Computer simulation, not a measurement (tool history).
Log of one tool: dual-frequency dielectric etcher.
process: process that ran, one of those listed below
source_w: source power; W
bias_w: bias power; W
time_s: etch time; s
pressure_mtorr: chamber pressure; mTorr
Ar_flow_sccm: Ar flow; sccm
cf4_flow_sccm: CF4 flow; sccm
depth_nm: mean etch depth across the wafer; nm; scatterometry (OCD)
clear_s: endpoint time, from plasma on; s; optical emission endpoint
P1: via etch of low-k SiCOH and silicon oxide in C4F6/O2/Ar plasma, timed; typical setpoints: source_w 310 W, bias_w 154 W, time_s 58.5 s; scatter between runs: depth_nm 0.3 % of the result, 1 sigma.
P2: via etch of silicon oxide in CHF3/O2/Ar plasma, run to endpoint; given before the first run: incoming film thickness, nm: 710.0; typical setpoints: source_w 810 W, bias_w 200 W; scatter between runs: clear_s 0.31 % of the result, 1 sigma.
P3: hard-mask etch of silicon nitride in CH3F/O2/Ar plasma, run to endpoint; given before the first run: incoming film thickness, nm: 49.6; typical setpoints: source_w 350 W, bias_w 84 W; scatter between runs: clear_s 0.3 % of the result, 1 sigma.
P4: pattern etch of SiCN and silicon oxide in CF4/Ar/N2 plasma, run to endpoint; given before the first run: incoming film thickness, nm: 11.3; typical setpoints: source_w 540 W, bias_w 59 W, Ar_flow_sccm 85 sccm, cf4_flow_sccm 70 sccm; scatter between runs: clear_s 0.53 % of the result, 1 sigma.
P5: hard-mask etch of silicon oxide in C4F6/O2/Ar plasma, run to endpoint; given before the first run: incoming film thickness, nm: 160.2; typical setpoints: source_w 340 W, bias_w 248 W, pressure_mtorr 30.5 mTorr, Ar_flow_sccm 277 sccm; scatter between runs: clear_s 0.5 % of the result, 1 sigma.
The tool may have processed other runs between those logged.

run    day  process  source_w  bias_w  time_s  pressure_mtorr  Ar_flow_sccm  cf4_flow_sccm  hours since the last wet clean  hours since the last source power generator calibration  hours since the last bias power generator calibration  depth_nm  clear_s
  1  0.175       P1       310     154    58.5                                                                        391.2                                                     1133                                                 1133.3    133.11
  2  0.346       P1       380     190    58.5                                                                        395.3                                                   1137.1                                                 1137.4    153.36
  3  0.621       P1       440     154    58.5                                                                        401.9                                                   1143.7                                                   1144     151.8
  4  0.767       P2       490     200                                                                                405.4                                                   1147.2                                                 1147.5             367.89
  5  0.996       P5       340     148                    30.5           277                                          410.9                                                   1152.7                                                   1153             56.085
  6  1.167       P5       340     248                    30.5           351                                            415                                                   1156.8                                                 1157.1             48.507
  7   1.35       P1       310     154    58.5                                                                        419.4                                                   1161.2                                                 1161.5    132.25
     1.471  -- bias power generator calibrated
  8  1.517       P1       310     188    58.5                                                                        423.4                                                   1165.2                                                    1.1    141.54
  9  1.692       P4       540      59                                    53             70                           427.6                                                   1169.4                                                    5.3             10.732
 10  1.875       P3       350      84                                                                                  432                                                   1173.8                                                    9.7             70.529
 11  2.054       P1       310     154    58.5                                                                        436.3                                                   1178.1                                                     14    132.51
 12  2.292       P5       340     248                      36           277                                            442                                                   1183.8                                                   19.7             48.809
 13  2.433       P5       340     248                    30.5           277                                          445.4                                                   1187.2                                                   23.1             47.278
 14  2.617       P1       310     154      85                                                                        449.8                                                   1191.6                                                   27.5    193.91
 15  2.867       P3       350      84                                                                                455.8                                                   1197.6                                                   33.5             70.302
 16  2.996       P1       310     154    58.5                                                                        458.9                                                   1200.7                                                   36.6    132.14
 17  3.154       P1       180     154    58.5                                                                        462.7                                                   1204.5                                                   40.4    107.19
 18  3.317       P4       720      59                                    85             70                           466.6                                                   1208.4                                                   44.3              9.043
 19  3.529       P1       310     154    58.5                                                                        471.7                                                   1213.5                                                   49.4     132.6
 20  3.812       P3       350      52                                                                                478.5                                                   1220.3                                                   56.2             83.212
 21  4.025       P1       310     120    58.5                                                                        483.6                                                   1225.4                                                   61.3    122.65
 22  4.192       P4       540      59                                    85             70                           487.6                                                   1229.4                                                   65.3              11.63
 23  4.383       P1       310     154    43.5                                                                        492.2                                                     1234                                                   69.9    98.745
 24  4.633       P3       470      84                                                                                498.2                                                     1240                                                   75.9             63.049
 25  4.904       P4       540      59                                    85             54                           504.7                                                   1246.5                                                   82.4             12.079
 26  5.112       P2       810     200                                                                                509.7                                                   1251.5                                                   87.4                302
 27  5.379       P5       220     248                    30.5           277                                          516.1                                                   1257.9                                                   93.8             55.409
 28  5.646       P4       540      75                                    85             70                           522.5                                                   1264.3                                                  100.2             10.753
 29  5.783       P1       310     196    47.5                                                                        525.8                                                   1267.6                                                  103.5    116.16
 30  5.929       P2       810     271                                                                                529.3                                                   1271.1                                                    107             273.42
 31  6.079       P1       310     154    58.5                                                                        532.9                                                   1274.7                                                  110.6    132.41
 32  6.271       P1       310     154    58.5                                                                        537.5                                                   1279.3                                                  115.2    133.94
 33  6.542       P1       310     154    58.5                                                                          544                                                   1285.8                                                  121.7    133.67
 34  6.692       P1       310     154    58.5                                                                        547.6                                                   1289.4                                                  125.3    134.88
     6.796  -- wet clean of the chamber
 35    6.9       P1       310     154    58.5                                                                          2.5                                                   1294.4                                                  130.3     134.4
 36  7.171       P1       310     154    58.5                                                                            9                                                   1300.9                                                  136.8    134.45
 37  7.383       P1       310     154    58.5                                                                         14.1                                                     1306                                                  141.9    134.12

What P1 gives has crept away from where it was. These 2 causes fit the log equally well, each at the size given:
A: bias power that arrives over what is set, % = 4.99
B: source power that arrives over what is set, % = 3.97
At approximately day 6.079, the process output began to creep.
All other causes, with the reason each is excluded:
chamber walls in a state that raises the etch rate, %: serviced at day 6.796, after the drift had started, without restoring the earlier output

Which of the check runs below tells the causes apart, meaning the causes would give it clearly different results? Each run uses 5 wafers whose results are averaged, and each result is shown as a question mark.
check 1  7.596       P4       540      59                                    54             70                                                                                                                                                                  ?
check 2  7.596       P2       540     268                                                                                                                                                                                                                       ?
check 3  7.596       P5       230     150                    30.5           277                                                                                                                                                                                 ?
check 4  7.596       P3       430      72                                                                                                                                                                                                                       ?

Predicted outcomes, by check and by cause:
  check   result    if A    if B
check 1  clear_s  10.749  10.528
check 2  clear_s  312.96  313.98
check 3  clear_s    63.8  63.822
check 4  clear_s   67.78  67.908
Separation of the two closest causes in each check, using whichever result separates them best: check 1 2.08 %; check 2 0.32 %; check 3 0.03 %; check 4 0.19 %
Check 1 tells the causes apart: in the others they would give nearly the same result.

With check 1 done, the readings were: clear_s 10.542 s. Identify which of the listed causes applies.

Of the candidate causes, it is B: source power that arrives over what is set, %.

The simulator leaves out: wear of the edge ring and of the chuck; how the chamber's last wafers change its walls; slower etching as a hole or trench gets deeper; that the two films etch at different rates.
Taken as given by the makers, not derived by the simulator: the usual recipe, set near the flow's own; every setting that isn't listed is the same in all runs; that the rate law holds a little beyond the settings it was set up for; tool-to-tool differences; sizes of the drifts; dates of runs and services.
